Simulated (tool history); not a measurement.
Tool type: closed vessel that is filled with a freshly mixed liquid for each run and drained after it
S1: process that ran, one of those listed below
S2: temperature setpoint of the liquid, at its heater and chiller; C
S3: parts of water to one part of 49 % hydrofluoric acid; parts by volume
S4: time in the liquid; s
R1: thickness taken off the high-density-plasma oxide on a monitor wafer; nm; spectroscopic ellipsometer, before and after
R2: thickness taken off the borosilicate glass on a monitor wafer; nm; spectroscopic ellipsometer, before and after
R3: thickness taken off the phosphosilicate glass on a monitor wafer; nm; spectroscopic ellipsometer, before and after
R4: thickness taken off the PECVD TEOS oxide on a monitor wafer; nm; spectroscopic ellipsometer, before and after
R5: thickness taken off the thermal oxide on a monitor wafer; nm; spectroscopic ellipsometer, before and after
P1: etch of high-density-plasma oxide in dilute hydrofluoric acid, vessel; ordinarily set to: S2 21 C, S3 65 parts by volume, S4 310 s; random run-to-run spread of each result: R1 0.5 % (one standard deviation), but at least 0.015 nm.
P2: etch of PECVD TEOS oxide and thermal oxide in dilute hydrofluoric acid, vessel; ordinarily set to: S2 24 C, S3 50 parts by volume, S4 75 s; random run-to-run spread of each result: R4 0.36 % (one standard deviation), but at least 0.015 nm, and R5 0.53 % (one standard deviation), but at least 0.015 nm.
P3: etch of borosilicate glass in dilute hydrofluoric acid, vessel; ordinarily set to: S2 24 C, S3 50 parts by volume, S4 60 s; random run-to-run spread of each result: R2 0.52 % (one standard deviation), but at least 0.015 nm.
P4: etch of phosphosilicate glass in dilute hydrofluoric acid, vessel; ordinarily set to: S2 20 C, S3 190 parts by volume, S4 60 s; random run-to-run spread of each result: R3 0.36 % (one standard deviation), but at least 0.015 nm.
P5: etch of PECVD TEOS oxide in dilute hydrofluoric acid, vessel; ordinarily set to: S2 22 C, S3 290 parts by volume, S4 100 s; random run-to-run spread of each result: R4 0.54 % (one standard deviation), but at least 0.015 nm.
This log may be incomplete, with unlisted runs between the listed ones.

run 1 hour=9.9 | S1=P1 S2=21 S3=65 S4=310 | R1=26.521
run 2 hour=23.1 | S1=P1 S2=26 S3=65 S4=310 | R1=32.737
run 3 hour=33.4 | S1=P1 S2=21 S3=110 S4=310 | R1=14.945
run 4 hour=42.7 | S1=P3 S2=19 S3=50 S4=60 | R2=26.247
run 5 hour=55.8 | S1=P4 S2=17 S3=190 S4=60 | R3=13.168
run 6 hour=62.7 | S1=P1 S2=21 S3=65 S4=310 | R1=26.56
run 7 hour=72.5 | S1=P2 S2=24 S3=50 S4=30 | R4=5.6598 R5=2.9296
run 8 hour=84.2 | S1=P2 S2=28 S3=50 S4=75 | R4=16.578 R5=8.6918
run 9 hour=94.3 | S1=P4 S2=20 S3=190 S4=30 | R3=7.4247
run 10 hour=106.2 | S1=P4 S2=20 S3=190 S4=60 | R3=14.927
run 11 hour=115.9 | S1=P5 S2=17 S3=290 S4=100 | R4=5.9611
run 12 hour=122.4 | S1=P5 S2=22 S3=290 S4=30 | R4=2.1333
run 13 hour=134.2 | S1=P1 S2=21 S3=30 S4=155 | R1=30.181
run 14 hour=147.9 | S1=P2 S2=24 S3=50 S4=75 | R4=14.2 R5=7.3923
run 15 hour=157 | S1=P5 S2=22 S3=290 S4=100 | R4=7.1021
run 16 hour=164.5 | S1=P2 S2=24 S3=50 S4=75 | R4=14.197 R5=7.3848
-- hour=170.9 hydrofluoric acid flow meter replaced
run 17 hour=179 | S1=P1 S2=21 S3=65 S4=310 | R1=26.672
run 18 hour=193.5 | S1=P3 S2=24 S3=50 S4=30 | R2=16.06
run 19 hour=204.5 | S1=P3 S2=24 S3=50 S4=60 | R2=32.174
run 20 hour=217.8 | S1=P1 S2=21 S3=65 S4=310 | R1=26.574
run 21 hour=224.4 | S1=P1 S2=21 S3=65 S4=605 | R1=51.55
run 22 hour=238.6 | S1=P1 S2=21 S3=65 S4=85 | R1=7.2518
run 23 hour=246.8 | S1=P3 S2=24 S3=50 S4=60 | R2=31.984
run 24 hour=259.7 | S1=P1 S2=21 S3=20 S4=145 | R1=43.091
run 25 hour=269.5 | S1=P1 S2=21 S3=65 S4=310 | R1=26.46
run 26 hour=278 | S1=P4 S2=20 S3=190 S4=60 | R3=14.867
run 27 hour=290.7 | S1=P3 S2=24 S3=30 S4=60 | R2=55.638
run 28 hour=300.8 | S1=P4 S2=20 S3=50 S4=60 | R3=65.873
run 29 hour=313.6 | S1=P2 S2=24 S3=80 S4=75 | R4=8.5149 R5=4.4035

For run 30, what comes out?
run 30 hour=327.4 | S1=P1 S2=21 S3=35 S4=310 | R1=?

{"run 30": {"R1": 50.994}}
